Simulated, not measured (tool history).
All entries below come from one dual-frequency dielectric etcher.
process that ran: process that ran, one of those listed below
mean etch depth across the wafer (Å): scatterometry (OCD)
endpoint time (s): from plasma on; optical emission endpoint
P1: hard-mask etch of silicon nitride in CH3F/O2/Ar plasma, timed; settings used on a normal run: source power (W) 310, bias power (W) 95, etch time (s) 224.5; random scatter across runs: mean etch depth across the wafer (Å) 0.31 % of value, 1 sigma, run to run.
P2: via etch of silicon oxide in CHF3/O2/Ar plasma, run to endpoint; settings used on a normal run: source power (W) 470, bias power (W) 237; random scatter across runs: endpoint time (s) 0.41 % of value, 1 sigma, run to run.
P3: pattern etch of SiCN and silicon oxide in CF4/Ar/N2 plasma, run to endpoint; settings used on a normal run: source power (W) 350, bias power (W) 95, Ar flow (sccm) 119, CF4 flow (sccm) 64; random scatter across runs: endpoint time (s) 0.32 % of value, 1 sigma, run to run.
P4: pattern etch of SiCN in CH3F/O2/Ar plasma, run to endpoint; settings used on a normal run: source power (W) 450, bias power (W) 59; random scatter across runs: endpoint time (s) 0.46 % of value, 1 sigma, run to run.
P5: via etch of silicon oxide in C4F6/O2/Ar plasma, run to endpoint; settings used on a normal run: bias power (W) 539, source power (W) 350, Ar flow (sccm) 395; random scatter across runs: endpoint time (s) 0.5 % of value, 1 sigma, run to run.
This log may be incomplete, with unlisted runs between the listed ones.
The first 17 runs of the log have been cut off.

| run | hour | process that ran | source power (W) | bias power (W) | etch time (s) | Ar flow (sccm) | CF4 flow (sccm) | hours since the last wet clean | hours since the last source power generator calibration | hours since the last bias power generator calibration | mean etch depth across the wafer (Å) | endpoint time (s) |
|---|---|---|---|---|---|---|---|---|---|---|---|---|
| 18 | 154.3 | P1 | 190 | 95 | 330.0 |  |  | 260.0 | 601.3 | 1522.1 | 1937.20 |  |
| 19 | 160.7 | P4 | 590 | 59 |  |  |  | 266.4 | 607.7 | 1528.5 |  | 30.375 |
| 20 | 169.2 | P5 | 350 | 539 |  | 395 |  | 274.9 | 616.2 | 1537.0 |  | 15.861 |
| 21 | 176.2 | P1 | 310 | 95 | 293.0 |  |  | 281.9 | 623.2 | 1544.0 | 2057.30 |  |
| 22 | 181.8 | P1 | 310 | 95 | 224.5 |  |  | 287.5 | 628.8 | 1549.6 | 1589.70 |  |
| 23 | 192.6 | P1 | 310 | 95 | 224.5 |  |  | 298.3 | 639.6 | 1560.4 | 1590.50 |  |
| 24 | 199.1 | P1 | 310 | 95 | 224.5 |  |  | 304.8 | 646.1 | 1566.9 | 1577.20 |  |
| 25 | 210.7 | P2 | 470 | 237 |  |  |  | 316.4 | 657.7 | 1578.5 |  | 296.890 |
| 26 | 220.3 | P5 | 350 | 407 |  | 395 |  | 326.0 | 667.3 | 1588.1 |  | 17.636 |
| 27 | 232.8 | P5 | 220 | 539 |  | 395 |  | 338.5 | 679.8 | 1600.6 |  | 18.846 |
| 28 | 241.8 | P2 | 380 | 237 |  |  |  | 347.5 | 688.8 | 1609.6 |  | 319.380 |
| 29 | 248.8 | P1 | 310 | 95 | 224.5 |  |  | 354.5 | 695.8 | 1616.6 | 1591.80 |  |
| 30 | 257.8 | P1 | 310 | 95 | 224.5 |  |  | 363.5 | 704.8 | 1625.6 | 1597.00 |  |
| 31 | 266.6 | P1 | 310 | 95 | 224.5 |  |  | 372.3 | 713.6 | 1634.4 | 1599.40 |  |
| 32 | 275.6 | P1 | 310 | 95 | 224.5 |  |  | 381.3 | 722.6 | 1643.4 | 1612.60 |  |
| 33 | 286.8 | P1 | 310 | 95 | 224.5 |  |  | 392.5 | 733.8 | 1654.6 | 1614.20 |  |
|  | 295.7 | wet clean of the chamber |
| 34 | 297.1 | P1 | 310 | 95 | 224.5 |  |  | 1.5 | 744.1 | 1664.9 | 1608.50 |  |
| 35 | 305.7 | P1 | 310 | 95 | 224.5 |  |  | 10.1 | 752.7 | 1673.5 | 1605.40 |  |

Run 36 has not been measured yet. What should we expect?
| 36 | 316.3 | P1 | 310 | 95 | 224.5 |  |  | 20.7 | 763.3 | 1684.1 | ? |  |

{"run 36": {"mean etch depth across the wafer (Å)": 1610.8}}
